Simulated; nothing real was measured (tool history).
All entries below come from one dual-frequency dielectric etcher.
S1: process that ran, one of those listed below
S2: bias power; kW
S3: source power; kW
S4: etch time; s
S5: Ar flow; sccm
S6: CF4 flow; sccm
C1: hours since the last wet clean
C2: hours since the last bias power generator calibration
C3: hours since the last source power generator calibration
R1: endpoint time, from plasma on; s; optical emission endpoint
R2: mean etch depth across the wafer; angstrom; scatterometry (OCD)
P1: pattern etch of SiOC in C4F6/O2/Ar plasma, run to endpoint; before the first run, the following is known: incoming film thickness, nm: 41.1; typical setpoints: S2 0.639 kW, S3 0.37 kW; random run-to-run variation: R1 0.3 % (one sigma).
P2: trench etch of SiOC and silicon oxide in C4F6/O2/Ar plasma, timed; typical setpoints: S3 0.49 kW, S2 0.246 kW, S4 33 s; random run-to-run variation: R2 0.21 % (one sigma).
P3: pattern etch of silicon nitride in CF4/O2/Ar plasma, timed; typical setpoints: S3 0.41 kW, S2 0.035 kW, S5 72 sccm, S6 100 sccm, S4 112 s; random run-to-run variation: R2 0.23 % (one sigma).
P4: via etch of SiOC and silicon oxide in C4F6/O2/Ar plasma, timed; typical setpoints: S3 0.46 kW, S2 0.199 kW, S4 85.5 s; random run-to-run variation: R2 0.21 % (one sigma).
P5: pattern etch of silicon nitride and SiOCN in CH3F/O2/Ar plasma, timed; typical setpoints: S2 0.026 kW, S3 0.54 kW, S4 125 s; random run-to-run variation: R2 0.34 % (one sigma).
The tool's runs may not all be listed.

run   hour  S1     S2    S3     S4  S5   S6     C1      C2      C3      R1      R2
  1   16.3  P1  0.639  0.37                    244  1537.4  2451.9   12.87
  2   34.2  P5  0.026  0.41    125           261.9  1555.3  2469.8          180.03
  3   50.3  P3  0.035  0.41    112  72  100    278  1571.4  2485.9          1583.2
  4   60.1  P2  0.246  0.49     33           287.8  1581.2  2495.7          777.62
  5   73.1  P5  0.019  0.54    125           300.8  1594.2  2508.7          172.13
  6   86.7  P4  0.199  0.46   85.5           314.4  1607.8  2522.3          1074.1
  7  100.2  P4  0.154  0.46   85.5           327.9  1621.3  2535.8          996.06
  8  110.4  P3  0.028  0.41    112  72  100  338.1  1631.5    2546          1474.2
  9  119.4  P2  0.246  0.38     33           347.1  1640.5    2555          707.19
 10  133.2  P4  0.199  0.32   85.5           360.9  1654.3  2568.8          936.47
 11  143.1  P1  0.639  0.37                  370.8  1664.2  2578.7  12.837
 12  159.7  P1  0.639  0.37                  387.4  1680.8  2595.3  12.945
 13  170.7  P1  0.639  0.37                  398.4  1691.8  2606.3  12.866
 14  188.5  P3  0.035  0.41    112  72  100  416.2  1709.6  2624.1          1584.4
     189.2  -- bias power generator calibrated
 15  201.7  P4  0.199  0.46   85.5           429.4    12.5  2637.3          1071.7
 16  211.4  P1  0.752  0.44                  439.1    22.2    2647  11.391
 17  229.5  P1  0.429  0.37                  457.2    40.3  2665.1  14.903
 18  238.9  P1  0.639  0.37                  466.6    49.7  2674.5  12.877
 19  250.6  P3  0.035  0.41     64  72  100  478.3    61.4  2686.2          904.46
 20  262.6  P1  0.639  0.37                  490.3    73.4  2698.2  12.904
 21  272.9  P1  0.468  0.28                  500.6    83.7  2708.5    16.1
 22  281.9  P2  0.246  0.49     33           509.6    92.7  2717.5          777.32
 23  291.6  P1  0.639  0.52                  519.3   102.4  2727.2  11.449
 24  301.4  P1  0.639  0.37                  529.1   112.2    2737  12.915
 25  316.6  P1  0.533  0.23                  544.3   127.4  2752.2  16.496
 26  325.1  P2  0.161  0.49     33           552.8   135.9  2760.7          676.66
 27  339.5  P3  0.035  0.41    112  72   74  567.2   150.3  2775.1          1524.6
 28  353.1  P1  0.639  0.28                  580.8   163.9  2788.7  14.269
 29  371.2  P5  0.026  0.54    125           598.9     182  2806.8           197.1
 30  379.6  P3  0.035  0.41    112  54  100  607.3   190.4  2815.2            1634
 31  392.4  P5  0.026  0.54   70.5           620.1   203.2    2828          111.26
 32  406.7  P1   0.87  0.37                  634.4   217.5  2842.3  11.456
 33  419.6  P2  0.246  0.49   25.5           647.3   230.4  2855.2          601.71
 34  431.2  P3  0.035  0.27    112  72  100  658.9     242  2866.8          1094.3
 35  449.1  P5  0.026  0.54    125           676.8   259.9  2884.7          196.93
 36  467.4  P4  0.199  0.46  124.5           695.1   278.2    2903          1568.4

What does the tool deliver on the next run?
 37  483.9  P1  0.639  0.37              711.6  294.7  2919.5   ?

Run 37 gave R1 12.851 s.

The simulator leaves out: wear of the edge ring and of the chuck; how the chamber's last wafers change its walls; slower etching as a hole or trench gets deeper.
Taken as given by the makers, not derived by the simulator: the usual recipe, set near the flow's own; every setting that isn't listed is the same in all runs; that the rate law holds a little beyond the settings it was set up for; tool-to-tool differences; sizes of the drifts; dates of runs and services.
